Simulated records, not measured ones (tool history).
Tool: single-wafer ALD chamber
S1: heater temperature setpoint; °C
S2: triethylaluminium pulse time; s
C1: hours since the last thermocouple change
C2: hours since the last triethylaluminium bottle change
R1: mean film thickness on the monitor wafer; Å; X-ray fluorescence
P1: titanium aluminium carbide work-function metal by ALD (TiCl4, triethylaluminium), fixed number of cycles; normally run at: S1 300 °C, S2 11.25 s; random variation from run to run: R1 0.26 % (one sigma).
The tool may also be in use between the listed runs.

run   hour   S1     S2     C1     C2      R1
  1     18  300  11.25  495.3  399.7   20.02
  2   27.7  300  17.77    505  409.4  20.385
  3   35.8  300  11.25  513.1  417.5  20.053
  4     54  300  11.25  531.3  435.7  20.037
  5     67  282  11.25  544.3  448.7  18.573
  6   82.7  300  11.25    560  464.4  20.063
  7   99.9  300  11.25  577.2  481.6  20.111
  8  117.1  324  11.25  594.4  498.8  22.143
  9  133.9  323   4.91  611.2  515.6  18.423
 10  146.2  288   14.7  623.5  527.9  19.277
 11    157  300  11.25  634.3  538.7   20.06
 12    168  300   4.57  645.3  549.7  16.256
 13    177  300  11.25  654.3  558.7  20.011
 14    195  289  16.28  672.3  576.7   19.37
 15    211  300  11.25  688.3  592.7  20.029
 16  229.3  300  11.25  706.6    611  19.848
 17  237.8  300  11.25  715.1  619.5   19.97
 18  253.9  300  11.25  731.2  635.6  19.837
 19  264.3  300  11.25  741.6    646  19.792
 20  278.2  300  11.25  755.5  659.9  19.747
 21  290.2  300  11.25  767.5  671.9  19.817
 22  303.9  300  11.25  781.2  685.6  19.705
 23  314.6  300  11.25  791.9  696.3  19.677

What P1 gives has crept away from where it was. These 2 causes fit the log equally well, each at the size given:
A: wafer temperature below the value expected at the setpoint (K) = 4.07
B: triethylaluminium dose below that of a fresh bottle (%) = 15.7
The creep began at about hour 211.

4 check runs are offered, one wafer each, their results left as question marks. Which one tells the causes apart?
check 1  325.3  323  11.25           ?
check 2  325.3  288  11.25           ?
check 3  325.3  288   5.85           ?
check 4  325.3  289  11.25           ?

What each check would give under each cause:
  check  result    if A    if B
check 1      R1  21.716  21.686
check 2      R1  18.664  18.678
check 3      R1  16.523   15.87
check 4      R1   18.75  18.762
How far apart the two closest causes lie, in the result that separates them most: check 1 0.14 %; check 2 0.07 %; check 3 4.03 %; check 4 0.07 %
Check 3 tells the causes apart: in the others they would give nearly the same result.

Check 3 was then run and gave: R1 15.833 Å. Which cause is it?

It is B: triethylaluminium dose below that of a fresh bottle (%).
